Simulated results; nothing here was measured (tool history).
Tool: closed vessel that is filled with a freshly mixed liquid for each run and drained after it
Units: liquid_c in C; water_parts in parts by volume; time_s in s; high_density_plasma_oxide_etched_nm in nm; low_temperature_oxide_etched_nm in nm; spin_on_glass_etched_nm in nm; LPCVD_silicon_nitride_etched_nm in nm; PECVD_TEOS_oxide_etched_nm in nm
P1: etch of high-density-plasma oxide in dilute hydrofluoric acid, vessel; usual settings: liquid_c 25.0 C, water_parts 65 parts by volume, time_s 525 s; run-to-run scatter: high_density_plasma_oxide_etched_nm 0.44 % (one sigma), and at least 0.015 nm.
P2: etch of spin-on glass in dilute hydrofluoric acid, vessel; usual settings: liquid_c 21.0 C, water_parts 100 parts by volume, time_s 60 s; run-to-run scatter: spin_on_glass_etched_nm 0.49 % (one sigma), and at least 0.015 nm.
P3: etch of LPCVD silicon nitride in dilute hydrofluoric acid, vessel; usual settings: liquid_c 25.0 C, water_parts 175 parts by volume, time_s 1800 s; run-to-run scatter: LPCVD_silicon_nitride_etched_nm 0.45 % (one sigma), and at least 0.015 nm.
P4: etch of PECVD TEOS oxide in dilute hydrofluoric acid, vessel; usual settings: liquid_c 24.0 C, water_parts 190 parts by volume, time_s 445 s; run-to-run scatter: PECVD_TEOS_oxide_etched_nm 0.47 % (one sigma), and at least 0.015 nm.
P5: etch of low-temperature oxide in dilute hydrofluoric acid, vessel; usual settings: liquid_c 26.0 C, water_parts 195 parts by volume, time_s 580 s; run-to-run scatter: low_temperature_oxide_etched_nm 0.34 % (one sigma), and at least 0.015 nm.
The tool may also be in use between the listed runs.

| run | hour | process | liquid_c | water_parts | time_s | hours since the thermometer was replaced | hours since the hydrofluoric acid flow meter was replaced | high_density_plasma_oxide_etched_nm | low_temperature_oxide_etched_nm | spin_on_glass_etched_nm | LPCVD_silicon_nitride_etched_nm | PECVD_TEOS_oxide_etched_nm |
|---|---|---|---|---|---|---|---|---|---|---|---|---|
| 1 | 4.5 | P1 | 25.0 | 65 | 525 | 435.0 | 811.1 | 54.0870 |  |  |  |  |
| 2 | 9.2 | P1 | 25.0 | 65 | 525 | 439.7 | 815.8 | 53.8950 |  |  |  |  |
| 3 | 12.8 | P5 | 20.0 | 195 | 580 | 443.3 | 819.4 |  | 35.445 |  |  |  |
| 4 | 16.0 | P2 | 21.0 | 100 | 60 | 446.5 | 822.6 |  |  | 11.3120 |  |  |
| 5 | 19.0 | P3 | 25.0 | 310 | 1800 | 449.5 | 825.6 |  |  |  | 3.1476 |  |
| 6 | 24.8 | P1 | 25.0 | 65 | 90 | 455.3 | 831.4 | 9.2893 |  |  |  |  |
| 7 | 29.4 | P4 | 24.0 | 190 | 205 | 459.9 | 836.0 |  |  |  |  | 20.223 |
| 8 | 33.9 | P1 | 25.0 | 65 | 525 | 464.4 | 840.5 | 54.1780 |  |  |  |  |
| 9 | 40.4 | P5 | 26.0 | 195 | 200 | 470.9 | 847.0 |  | 15.249 |  |  |  |
| 10 | 43.9 | P5 | 26.0 | 195 | 580 | 474.4 | 850.5 |  | 44.519 |  |  |  |
| 11 | 50.6 | P2 | 21.0 | 100 | 100 | 481.1 | 857.2 |  |  | 18.6880 |  |  |
| 12 | 55.7 | P1 | 25.0 | 35 | 275 | 486.2 | 862.3 | 54.7660 |  |  |  |  |
| 13 | 61.9 | P1 | 18.5 | 65 | 525 | 492.4 | 868.5 | 41.3620 |  |  |  |  |
| 14 | 68.2 | P4 | 24.0 | 190 | 445 | 498.7 | 874.8 |  |  |  |  | 43.487 |
| 15 | 74.4 | P1 | 25.0 | 65 | 525 | 504.9 | 881.0 | 54.4620 |  |  |  |  |
| 16 | 78.4 | P1 | 19.5 | 65 | 55 | 508.9 | 885.0 | 4.5394 |  |  |  |  |
| 17 | 83.3 | P1 | 25.0 | 65 | 525 | 513.8 | 889.9 | 54.9150 |  |  |  |  |
| 18 | 88.2 | P3 | 25.0 | 175 | 2600 | 518.7 | 894.8 |  |  |  | 8.0771 |  |
| 19 | 95.1 | P1 | 25.0 | 65 | 525 | 525.6 | 901.7 | 54.1690 |  |  |  |  |
| 20 | 101.4 | P5 | 26.0 | 195 | 580 | 531.9 | 908.0 |  | 44.493 |  |  |  |
| 21 | 105.2 | P1 | 29.0 | 65 | 525 | 535.7 | 911.8 | 63.6280 |  |  |  |  |
| 22 | 110.9 | P4 | 28.0 | 190 | 445 | 541.4 | 917.5 |  |  |  |  | 50.171 |
| 23 | 116.3 | P2 | 17.0 | 100 | 60 | 546.8 | 922.9 |  |  | 9.4879 |  |  |
| 24 | 119.4 | P4 | 24.0 | 50 | 445 | 549.9 | 926.0 |  |  |  |  | 194.060 |
| 25 | 124.6 | P3 | 33.0 | 175 | 1800 | 555.1 | 931.2 |  |  |  | 9.0587 |  |
| 26 | 128.6 | P5 | 26.0 | 70 | 580 | 559.1 | 935.2 |  | 143.490 |  |  |  |
| 27 | 133.0 | P1 | 25.0 | 65 | 760 | 563.5 | 939.6 | 78.8140 |  |  |  |  |
| 28 | 137.1 | P3 | 25.0 | 175 | 1800 | 567.6 | 943.7 |  |  |  | 5.5441 |  |
| 29 | 143.1 | P1 | 25.0 | 65 | 525 | 573.6 | 949.7 | 54.3230 |  |  |  |  |
| 30 | 146.5 | P1 | 25.0 | 90 | 525 | 577.0 | 953.1 | 38.3100 |  |  |  |  |
| 31 | 149.7 | P2 | 21.0 | 160 | 60 | 580.2 | 956.3 |  |  | 6.5857 |  |  |
| 32 | 155.7 | P1 | 25.0 | 20 | 525 | 586.2 | 962.3 | 187.1200 |  |  |  |  |
| 33 | 159.8 | P1 | 25.0 | 65 | 525 | 590.3 | 966.4 | 54.8330 |  |  |  |  |
| 34 | 165.4 | P1 | 25.0 | 65 | 525 | 595.9 | 972.0 | 52.5470 |  |  |  |  |
| 35 | 169.4 | P1 | 25.0 | 65 | 525 | 599.9 | 976.0 | 51.8470 |  |  |  |  |
| 36 | 176.4 | P1 | 25.0 | 65 | 525 | 606.9 | 983.0 | 50.8120 |  |  |  |  |

The next listed run, before its measurement:
| 37 | 182.0 | P1 | 25.0 | 65 | 525 | 612.5 | 988.6 | ? |  |  |  |  |

high_density_plasma_oxide_etched_nm: 50.3790 nm
